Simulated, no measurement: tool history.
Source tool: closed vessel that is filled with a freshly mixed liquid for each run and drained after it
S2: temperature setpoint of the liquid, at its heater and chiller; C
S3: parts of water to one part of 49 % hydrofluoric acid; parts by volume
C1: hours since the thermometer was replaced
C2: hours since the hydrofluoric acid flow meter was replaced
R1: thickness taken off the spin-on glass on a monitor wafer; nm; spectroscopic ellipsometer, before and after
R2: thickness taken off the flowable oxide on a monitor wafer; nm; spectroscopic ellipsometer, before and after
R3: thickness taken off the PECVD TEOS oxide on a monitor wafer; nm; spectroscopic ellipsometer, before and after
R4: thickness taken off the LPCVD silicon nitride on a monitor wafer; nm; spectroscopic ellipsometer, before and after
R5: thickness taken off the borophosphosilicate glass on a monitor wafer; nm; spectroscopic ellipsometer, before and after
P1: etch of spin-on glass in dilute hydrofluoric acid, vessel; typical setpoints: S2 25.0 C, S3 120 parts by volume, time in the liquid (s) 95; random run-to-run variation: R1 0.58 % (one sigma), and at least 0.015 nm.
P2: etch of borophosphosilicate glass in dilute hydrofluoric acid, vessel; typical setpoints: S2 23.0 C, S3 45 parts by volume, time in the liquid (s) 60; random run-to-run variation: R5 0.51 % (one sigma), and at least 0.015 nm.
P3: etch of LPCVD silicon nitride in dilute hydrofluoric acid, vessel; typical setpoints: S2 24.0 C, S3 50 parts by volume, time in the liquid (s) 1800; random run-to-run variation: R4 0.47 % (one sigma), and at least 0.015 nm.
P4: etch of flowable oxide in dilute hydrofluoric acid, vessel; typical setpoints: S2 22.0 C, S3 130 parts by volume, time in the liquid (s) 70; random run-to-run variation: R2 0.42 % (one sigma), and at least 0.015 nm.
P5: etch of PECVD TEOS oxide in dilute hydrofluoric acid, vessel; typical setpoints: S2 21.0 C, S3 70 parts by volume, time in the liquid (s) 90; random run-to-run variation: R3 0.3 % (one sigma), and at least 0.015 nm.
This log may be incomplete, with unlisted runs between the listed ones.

run 1 day=0.162 | process_that_ran=P1 S2=25.0 S3=120 time_in_the_liquid_(s)=95 | C1=430.7 C2=971.7 | R1=17.2990
run 2 day=0.271 | process_that_ran=P4 S2=22.0 S3=130 time_in_the_liquid_(s)=30 | C1=433.3 C2=974.3 | R2=5.4009
run 3 day=0.433 | process_that_ran=P5 S2=21.0 S3=70 time_in_the_liquid_(s)=90 | C1=437.2 C2=978.2 | R3=10.2180
run 4 day=0.608 | process_that_ran=P5 S2=21.0 S3=70 time_in_the_liquid_(s)=145 | C1=441.4 C2=982.4 | R3=16.4360
run 5 day=0.704 | process_that_ran=P1 S2=25.0 S3=120 time_in_the_liquid_(s)=95 | C1=443.7 C2=984.7 | R1=17.0320
run 6 day=0.867 | process_that_ran=P3 S2=28.0 S3=50 time_in_the_liquid_(s)=1800 | C1=447.6 C2=988.6 | R4=26.85400
run 7 day=0.962 | process_that_ran=P3 S2=24.0 S3=25 time_in_the_liquid_(s)=1800 | C1=449.9 C2=990.9 | R4=40.08700
run 8 day=1.125 | process_that_ran=P5 S2=17.0 S3=70 time_in_the_liquid_(s)=90 | C1=453.8 C2=994.8 | R3=8.6604
run 9 day=1.221 | process_that_ran=P4 S2=22.0 S3=130 time_in_the_liquid_(s)=70 | C1=456.1 C2=997.1 | R2=12.5490
run 10 day=1.346 | process_that_ran=P1 S2=25.0 S3=215 time_in_the_liquid_(s)=95 | C1=459.1 C2=1000.1 | R1=8.7104
run 11 day=1.450 | process_that_ran=P1 S2=25.0 S3=120 time_in_the_liquid_(s)=95 | C1=461.6 C2=1002.6 | R1=17.4260
run 12 day=1.538 | process_that_ran=P1 S2=33.0 S3=120 time_in_the_liquid_(s)=170 | C1=463.7 C2=1004.7 | R1=41.3490
run 13 day=1.696 | process_that_ran=P2 S2=23.0 S3=45 time_in_the_liquid_(s)=60 | C1=467.5 C2=1008.5 | R5=104.200
run 14 day=1.879 | process_that_ran=P1 S2=25.0 S3=120 time_in_the_liquid_(s)=30 | C1=471.9 C2=1012.9 | R1=5.4186
run 15 day=2.017 | process_that_ran=P1 S2=17.0 S3=120 time_in_the_liquid_(s)=95 | C1=475.2 C2=1016.2 | R1=12.4450
run 16 day=2.179 | process_that_ran=P1 S2=20.5 S3=210 time_in_the_liquid_(s)=95 | C1=479.1 C2=1020.1 | R1=7.5129
run 17 day=2.342 | process_that_ran=P1 S2=25.0 S3=65 time_in_the_liquid_(s)=145 | C1=483.0 C2=1024.0 | R1=51.5920
run 18 day=2.488 | process_that_ran=P4 S2=26.5 S3=130 time_in_the_liquid_(s)=70 | C1=486.5 C2=1027.5 | R2=15.0480
run 19 day=2.650 | process_that_ran=P3 S2=24.0 S3=50 time_in_the_liquid_(s)=30 | C1=490.4 C2=1031.4 | R4=0.35908
run 20 day=2.750 | process_that_ran=P2 S2=23.0 S3=45 time_in_the_liquid_(s)=120 | C1=492.8 C2=1033.8 | R5=205.650
run 21 day=2.892 | process_that_ran=P1 S2=31.5 S3=120 time_in_the_liquid_(s)=95 | C1=496.2 C2=1037.2 | R1=21.9470
run 22 day=3.083 | process_that_ran=P5 S2=21.0 S3=130 time_in_the_liquid_(s)=90 | C1=500.8 C2=1041.8 | R3=5.1651
run 23 day=3.250 | process_that_ran=P2 S2=23.0 S3=20 time_in_the_liquid_(s)=60 | C1=504.8 C2=1045.8 | R5=239.470
run 24 day=3.400 | process_that_ran=P1 S2=25.0 S3=120 time_in_the_liquid_(s)=175 | C1=508.4 C2=1049.4 | R1=31.8280
-- day=3.404 hydrofluoric acid flow meter replaced
run 25 day=3.546 | process_that_ran=P3 S2=24.0 S3=50 time_in_the_liquid_(s)=1800 | C1=511.9 C2=3.4 | R4=20.70000
run 26 day=3.733 | process_that_ran=P1 S2=25.0 S3=120 time_in_the_liquid_(s)=95 | C1=516.4 C2=7.9 | R1=17.1190
run 27 day=3.867 | process_that_ran=P2 S2=23.0 S3=45 time_in_the_liquid_(s)=60 | C1=519.6 C2=11.1 | R5=103.290
run 28 day=3.958 | process_that_ran=P1 S2=25.0 S3=35 time_in_the_liquid_(s)=95 | C1=521.8 C2=13.3 | R1=66.2720
run 29 day=4.133 | process_that_ran=P4 S2=22.0 S3=230 time_in_the_liquid_(s)=70 | C1=526.0 C2=17.5 | R2=6.3315
run 30 day=4.229 | process_that_ran=P2 S2=17.0 S3=45 time_in_the_liquid_(s)=60 | C1=528.3 C2=19.8 | R5=79.377
run 31 day=4.362 | process_that_ran=P4 S2=22.0 S3=130 time_in_the_liquid_(s)=70 | C1=531.5 C2=23.0 | R2=12.6200
run 32 day=4.542 | process_that_ran=P1 S2=25.0 S3=120 time_in_the_liquid_(s)=95 | C1=535.8 C2=27.3 | R1=17.1130
run 33 day=4.733 | process_that_ran=P1 S2=25.0 S3=120 time_in_the_liquid_(s)=95 | C1=540.4 C2=31.9 | R1=17.3090
run 34 day=4.829 | process_that_ran=P1 S2=25.0 S3=120 time_in_the_liquid_(s)=95 | C1=542.7 C2=34.2 | R1=17.5390
run 35 day=5.033 | process_that_ran=P1 S2=25.0 S3=120 time_in_the_liquid_(s)=95 | C1=547.6 C2=39.1 | R1=17.7940
run 36 day=5.183 | process_that_ran=P1 S2=25.0 S3=120 time_in_the_liquid_(s)=95 | C1=551.2 C2=42.7 | R1=17.8960
run 37 day=5.338 | process_that_ran=P1 S2=25.0 S3=120 time_in_the_liquid_(s)=95 | C1=554.9 C2=46.4 | R1=18.0320
run 38 day=5.508 | process_that_ran=P1 S2=25.0 S3=120 time_in_the_liquid_(s)=95 | C1=559.0 C2=50.5 | R1=18.3620
run 39 day=5.625 | process_that_ran=P1 S2=25.0 S3=120 time_in_the_liquid_(s)=95 | C1=561.8 C2=53.3 | R1=18.3100
run 40 day=5.758 | process_that_ran=P1 S2=25.0 S3=120 time_in_the_liquid_(s)=95 | C1=565.0 C2=56.5 | R1=18.3060
run 41 day=5.917 | process_that_ran=P1 S2=25.0 S3=120 time_in_the_liquid_(s)=95 | C1=568.8 C2=60.3 | R1=18.3290

What P1 gives has crept away from where it was. These 2 causes fit the log equally well, each at the size given:
A: liquid hotter than its thermometer reads (K) = 1.53
B: hydrofluoric acid flow above the setpoint (%) = 5.26
Onset of the creep was near day 4.733.

Listed below are the offered check runs, one wafer per run, with question marks in place of results. For which of them would the causes give clearly different outcomes?
run check 1 day=6.075 | process_that_ran=P5 S2=18.0 S3=120 time_in_the_liquid_(s)=90 | R3=?
run check 2 day=6.075 | process_that_ran=P3 S2=24.0 S3=30 time_in_the_liquid_(s)=170 | R4=?
run check 3 day=6.075 | process_that_ran=P2 S2=20.0 S3=30 time_in_the_liquid_(s)=60 | R5=?
run check 4 day=6.075 | process_that_ran=P4 S2=26.0 S3=130 time_in_the_liquid_(s)=30 | R2=?

If the cause were each of the candidates in turn, the checks would give the following:
check=check_1 result=R3 if_A=5.3060 if_B=5.2783
check=check_2 result=R4 if_A=3.54120 if_B=3.35460
check=check_3 result=R5 if_A=148.730 if_B=146.890
check=check_4 result=R2 if_A=6.6509 if_B=6.6615
Separation of the two closest causes in each check, using whichever result separates them best: check 1 0.52 %; check 2 5.41 %; check 3 1.25 %; check 4 0.16 %
Of the check runs offered, only check 2 discriminates between the causes; the rest would read about the same regardless of which cause applies.

Here is what check 2 returned: R4 3.55680 nm. Which cause is it?

Of the candidate causes, it is A: liquid hotter than its thermometer reads (K).

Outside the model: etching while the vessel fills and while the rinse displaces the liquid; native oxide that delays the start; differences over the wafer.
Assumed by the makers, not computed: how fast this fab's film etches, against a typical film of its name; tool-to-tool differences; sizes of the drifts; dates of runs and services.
